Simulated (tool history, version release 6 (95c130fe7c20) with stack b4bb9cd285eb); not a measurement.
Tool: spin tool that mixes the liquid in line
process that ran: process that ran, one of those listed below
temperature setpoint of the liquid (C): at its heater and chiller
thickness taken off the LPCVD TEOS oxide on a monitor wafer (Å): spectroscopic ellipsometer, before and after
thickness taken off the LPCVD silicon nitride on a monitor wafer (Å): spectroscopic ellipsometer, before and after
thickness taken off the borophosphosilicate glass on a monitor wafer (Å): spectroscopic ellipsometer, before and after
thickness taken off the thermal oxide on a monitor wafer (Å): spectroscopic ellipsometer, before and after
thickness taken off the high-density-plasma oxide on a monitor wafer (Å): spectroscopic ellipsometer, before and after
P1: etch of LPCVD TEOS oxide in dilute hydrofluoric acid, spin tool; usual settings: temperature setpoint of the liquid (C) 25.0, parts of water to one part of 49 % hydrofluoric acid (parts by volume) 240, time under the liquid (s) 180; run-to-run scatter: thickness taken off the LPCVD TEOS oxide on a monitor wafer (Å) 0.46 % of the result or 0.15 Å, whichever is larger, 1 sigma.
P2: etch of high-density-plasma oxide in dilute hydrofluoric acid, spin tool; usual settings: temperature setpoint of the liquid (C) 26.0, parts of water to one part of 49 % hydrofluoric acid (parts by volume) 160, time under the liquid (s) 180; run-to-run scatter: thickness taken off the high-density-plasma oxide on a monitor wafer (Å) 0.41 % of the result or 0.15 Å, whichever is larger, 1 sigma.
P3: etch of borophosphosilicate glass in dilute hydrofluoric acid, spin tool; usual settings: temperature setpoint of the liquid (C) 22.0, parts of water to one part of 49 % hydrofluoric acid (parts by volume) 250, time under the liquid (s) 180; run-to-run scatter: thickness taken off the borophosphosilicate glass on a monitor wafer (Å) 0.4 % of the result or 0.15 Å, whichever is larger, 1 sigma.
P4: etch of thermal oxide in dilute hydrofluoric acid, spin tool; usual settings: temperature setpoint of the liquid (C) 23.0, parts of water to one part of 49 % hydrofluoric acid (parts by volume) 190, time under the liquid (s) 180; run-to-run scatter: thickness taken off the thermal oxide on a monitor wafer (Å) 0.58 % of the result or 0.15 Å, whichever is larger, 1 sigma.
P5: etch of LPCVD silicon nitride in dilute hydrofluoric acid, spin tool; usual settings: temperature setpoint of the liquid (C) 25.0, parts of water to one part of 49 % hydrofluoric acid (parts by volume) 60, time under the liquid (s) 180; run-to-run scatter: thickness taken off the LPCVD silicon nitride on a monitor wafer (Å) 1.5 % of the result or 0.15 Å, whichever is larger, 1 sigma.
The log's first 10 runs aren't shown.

| run | hour | process that ran | temperature setpoint of the liquid (C) | parts of water to one part of 49 % hydrofluoric acid (parts by volume) | time under the liquid (s) | hours since the thermometer was replaced | hours since the hydrofluoric acid flow meter was replaced | thickness taken off the LPCVD TEOS oxide on a monitor wafer (Å) | thickness taken off the LPCVD silicon nitride on a monitor wafer (Å) | thickness taken off the borophosphosilicate glass on a monitor wafer (Å) | thickness taken off the thermal oxide on a monitor wafer (Å) | thickness taken off the high-density-plasma oxide on a monitor wafer (Å) |
|---|---|---|---|---|---|---|---|---|---|---|---|---|
| 11 | 49.5 | P2 | 26.0 | 160 | 80 | 675.1 | 337.4 |  |  |  |  | 31.031 |
| 12 | 55.9 | P4 | 23.0 | 190 | 180 | 681.5 | 343.8 |  |  |  | 39.062 |  |
| 13 | 58.9 | P2 | 26.0 | 160 | 180 | 684.5 | 346.8 |  |  |  |  | 69.263 |
| 14 | 62.4 | P3 | 17.0 | 250 | 180 | 688.0 | 350.3 |  |  | 144.300 |  |  |
| 15 | 67.7 | P1 | 25.0 | 240 | 180 | 693.3 | 355.6 | 234.370 |  |  |  |  |
| 16 | 72.3 | P3 | 22.0 | 155 | 180 | 697.9 | 360.2 |  |  | 309.320 |  |  |
| 17 | 75.8 | P5 | 25.0 | 60 | 180 | 701.4 | 363.7 |  | 17.679 |  |  |  |
| 18 | 81.6 | P2 | 26.0 | 30 | 180 | 707.2 | 369.5 |  |  |  |  | 439.330 |
| 19 | 84.9 | P1 | 25.0 | 240 | 180 | 710.5 | 372.8 | 234.090 |  |  |  |  |
|  | 86.5 | thermometer replaced |
| 20 | 91.0 | P1 | 25.0 | 240 | 180 | 4.5 | 378.9 | 236.860 |  |  |  |  |
| 21 | 95.1 | P2 | 26.0 | 160 | 180 | 8.6 | 383.0 |  |  |  |  | 69.766 |
| 22 | 98.2 | P4 | 31.5 | 190 | 180 | 11.7 | 386.1 |  |  |  | 52.746 |  |
| 23 | 102.1 | P1 | 25.0 | 60 | 180 | 15.6 | 390.0 | 1163.700 |  |  |  |  |
| 24 | 106.6 | P1 | 25.0 | 390 | 90 | 20.1 | 394.5 | 63.051 |  |  |  |  |

Run 25 comes next. What will it give?
| 25 | 112.3 | P2 | 18.0 | 160 | 180 | 25.8 | 400.2 |  |  |  |  | ? |

{"run 25": {"thickness taken off the high-density-plasma oxide on a monitor wafer (Å)": 50.935}}

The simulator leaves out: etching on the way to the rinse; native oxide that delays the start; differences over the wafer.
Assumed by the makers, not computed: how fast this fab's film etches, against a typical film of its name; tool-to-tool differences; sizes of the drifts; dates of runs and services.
